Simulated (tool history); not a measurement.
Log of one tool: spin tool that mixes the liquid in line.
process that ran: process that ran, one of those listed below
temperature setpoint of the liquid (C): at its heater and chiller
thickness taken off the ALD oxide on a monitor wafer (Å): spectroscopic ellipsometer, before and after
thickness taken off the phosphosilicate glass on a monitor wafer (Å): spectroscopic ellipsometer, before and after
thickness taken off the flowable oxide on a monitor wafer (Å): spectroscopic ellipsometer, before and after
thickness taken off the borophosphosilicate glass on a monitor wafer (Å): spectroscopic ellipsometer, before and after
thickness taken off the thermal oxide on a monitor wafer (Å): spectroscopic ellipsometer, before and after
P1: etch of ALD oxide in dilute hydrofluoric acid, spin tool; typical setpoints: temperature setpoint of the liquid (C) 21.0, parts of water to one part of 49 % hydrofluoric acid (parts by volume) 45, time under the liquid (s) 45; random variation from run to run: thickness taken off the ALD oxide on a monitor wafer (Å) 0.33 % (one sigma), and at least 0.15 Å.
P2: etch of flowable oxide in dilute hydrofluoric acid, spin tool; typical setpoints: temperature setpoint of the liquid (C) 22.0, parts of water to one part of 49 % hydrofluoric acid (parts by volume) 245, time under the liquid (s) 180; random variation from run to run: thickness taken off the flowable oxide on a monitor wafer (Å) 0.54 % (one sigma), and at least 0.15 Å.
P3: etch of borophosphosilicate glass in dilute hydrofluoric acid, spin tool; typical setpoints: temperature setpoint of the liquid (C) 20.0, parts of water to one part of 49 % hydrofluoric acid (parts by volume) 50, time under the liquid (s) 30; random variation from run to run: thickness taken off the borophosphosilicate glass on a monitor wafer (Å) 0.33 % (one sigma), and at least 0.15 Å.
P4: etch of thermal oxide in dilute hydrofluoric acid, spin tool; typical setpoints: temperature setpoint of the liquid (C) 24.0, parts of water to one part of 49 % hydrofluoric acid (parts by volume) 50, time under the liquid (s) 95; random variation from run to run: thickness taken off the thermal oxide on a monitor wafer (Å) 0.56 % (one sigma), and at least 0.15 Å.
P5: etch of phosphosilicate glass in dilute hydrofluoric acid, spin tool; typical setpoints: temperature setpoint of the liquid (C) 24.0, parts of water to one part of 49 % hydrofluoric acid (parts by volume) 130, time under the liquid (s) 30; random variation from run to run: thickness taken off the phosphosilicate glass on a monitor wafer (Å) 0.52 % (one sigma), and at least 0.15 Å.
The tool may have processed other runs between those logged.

run   hour  process that ran  temperature setpoint of the liquid (C)  parts of water to one part of 49 % hydrofluoric acid (parts by volume)  time under the liquid (s)  hours since the thermometer was replaced  hours since the hydrofluoric acid flow meter was replaced  thickness taken off the ALD oxide on a monitor wafer (Å)  thickness taken off the phosphosilicate glass on a monitor wafer (Å)  thickness taken off the flowable oxide on a monitor wafer (Å)  thickness taken off the borophosphosilicate glass on a monitor wafer (Å)  thickness taken off the thermal oxide on a monitor wafer (Å)
  1    8.4                P1                                    21.0                                                                      45                         45                                     651.6                                                      364.3                                                    307.72
  2   16.4                P5                                    24.0                                                                     130                         30                                     659.6                                                      372.3                                                                                                                          455.90
  3   22.9                P1                                    21.0                                                                      45                         15                                     666.1                                                      378.8                                                    102.76
  4   27.1                P2                                    30.0                                                                     245                        180                                     670.3                                                      383.0                                                                                                                                                                                         208.53
  5   34.3                P5                                    24.0                                                                      70                         30                                     677.5                                                      390.2                                                                                                                          909.23
  6   43.6                P3                                    17.0                                                                      50                         30                                     686.8                                                      399.5                                                                                                                                                                                                                                                                   239.77
  7   52.7                P1                                    21.0                                                                      30                         45                                     695.9                                                      408.6                                                    470.90
  8   61.4                P4                                    24.0                                                                      50                         95                                     704.6                                                      417.3                                                                                                                                                                                                                                                                                                                                 96.230
  9   70.4                P5                                    24.0                                                                     130                         30                                     713.6                                                      426.3                                                                                                                          456.55
 10   78.6                P3                                    20.0                                                                      50                         30                                     721.8                                                      434.5                                                                                                                                                                                                                                                                   274.06
 11   84.1                P1                                    21.0                                                                      45                         45                                     727.3                                                      440.0                                                    308.10
 12   89.0                P1                                    26.5                                                                      45                         45                                     732.2                                                      444.9                                                    387.67
 13   96.4                P1                                    21.0                                                                      45                         45                                     739.6                                                      452.3                                                    309.39
 14  104.5                P3                                    20.0                                                                      50                         50                                     747.7                                                      460.4                                                                                                                                                                                                                                                                   455.28
 15  111.4                P1                                    21.0                                                                      80                         45                                     754.6                                                      467.3                                                    166.19
 16  119.3                P4                                    24.0                                                                      50                         95                                     762.5                                                      475.2                                                                                                                                                                                                                                                                                                                                 97.188
 17  128.4                P4                                    24.0                                                                      50                        140                                     771.6                                                      484.3                                                                                                                                                                                                                                                                                                                                142.210
 18  136.9                P1                                    17.0                                                                      45                         80                                     780.1                                                      492.8                                                    461.13
 19  141.1                P5                                    17.0                                                                     130                         30                                     784.3                                                      497.0                                                                                                                          346.23
 20  146.1                P5                                    24.0                                                                     130                         15                                     789.3                                                      502.0                                                                                                                          228.38
 21  153.7                P4                                    24.0                                                                      20                         95                                     796.9                                                      509.6                                                                                                                                                                                                                                                                                                                                250.960
 22  158.5                P1                                    17.0                                                                      45                         45                                     801.7                                                      514.4                                                    259.50
 23  167.5                P4                                    32.0                                                                      50                         95                                     810.7                                                      523.4                                                                                                                                                                                                                                                                                                                                132.940
 24  176.2                P1                                    21.0                                                                      45                         45                                     819.4                                                      532.1                                                    308.25
 25  181.6                P2                                    22.0                                                                     350                        180                                     824.8                                                      537.5                                                                                                                                                                                         100.38
 26  190.7                P1                                    21.0                                                                      45                         80                                     833.9                                                      546.6                                                    547.38
 27  196.3                P2                                    22.0                                                                     245                        180                                     839.5                                                      552.2                                                                                                                                                                                         156.15
 28  203.4                P1                                    21.0                                                                      45                         45                                     846.6                                                      559.3                                                    308.19
 29  211.3                P3                                    20.0                                                                      80                         30                                     854.5                                                      567.2                                                                                                                                                                                                                                                                   164.94
 30  217.7                P2                                    22.0                                                                     245                        355                                     860.9                                                      573.6                                                                                                                                                                                         312.74
 31  223.8                P1                                    21.0                                                                      45                         45                                     867.0                                                      579.7                                                    308.50
 32  228.8                P1                                    21.0                                                                      45                         45                                     872.0                                                      584.7                                                    298.82
 33  234.4                P1                                    21.0                                                                      45                         45                                     877.6                                                      590.3                                                    293.35
 34  243.5                P1                                    21.0                                                                      45                         45                                     886.7                                                      599.4                                                    286.82
 35  247.7                P1                                    21.0                                                                      45                         45                                     890.9                                                      603.6                                                    284.77
 36  255.5                P1                                    21.0                                                                      45                         45                                     898.7                                                      611.4                                                    282.83
 37  263.6                P1                                    21.0                                                                      45                         45                                     906.8                                                      619.5                                                    280.79
 38  272.4                P1                                    21.0                                                                      45                         45                                     915.6                                                      628.3                                                    280.60
 39  277.3                P1                                    21.0                                                                      45                         45                                     920.5                                                      633.2                                                    279.31
 40  284.5                P1                                    21.0                                                                      45                         45                                     927.7                                                      640.4                                                    279.81
 41  291.0                P1                                    21.0                                                                      45                         45                                     934.2                                                      646.9                                                    278.20

The output of P1 has drifted from where it used to be. Each of the 2 causes below, taken at the size shown beside it, accounts for the log equally well:
A: liquid colder than its thermometer reads (K) = 2.39
B: hydrofluoric acid flow below the setpoint (%) = 9.16
The gradual shift began around hour 223.8.

Consider the 4 single-wafer check runs listed below, results given as question marks: which one distinguishes between the causes by giving clearly different results for each?
check 1  297.5                P2                                    27.0                                                                     245                        180                                                                                                                                                                                                                                                                                                   ?
check 2  297.5                P4                                    24.0                                                                      20                         95                                                                                                                                                                                                                                                                                                                                                                                                                                           ?
check 3  297.5                P5                                    24.0                                                                      75                         15                                                                                                                                                                                                                                    ?
check 4  297.5                P3                                    17.0                                                                      70                         30                                                                                                                                                                                                                                                                                                                                                                             ?

What each check would give under each cause:
  check                                                                    result     if A     if B
check 1             thickness taken off the flowable oxide on a monitor wafer (Å)   172.20   165.66
check 2              thickness taken off the thermal oxide on a monitor wafer (Å)  227.140  227.780
check 3      thickness taken off the phosphosilicate glass on a monitor wafer (Å)   384.79   381.66
check 4  thickness taken off the borophosphosilicate glass on a monitor wafer (Å)   150.82   150.81
Per check, the gap between the least separated pair of causes, taken in the result that splits them most: check 1 3.87 %; check 2 0.28 %; check 3 0.82 %; check 4 0.01 %
Check 1 is the one run that separates the causes; every other check would come out nearly the same whichever cause is at work.

Check 1 has now been run. It gave: thickness taken off the flowable oxide on a monitor wafer (Å) 164.30. Which of the candidate causes is it?

The cause is B: hydrofluoric acid flow below the setpoint (%).

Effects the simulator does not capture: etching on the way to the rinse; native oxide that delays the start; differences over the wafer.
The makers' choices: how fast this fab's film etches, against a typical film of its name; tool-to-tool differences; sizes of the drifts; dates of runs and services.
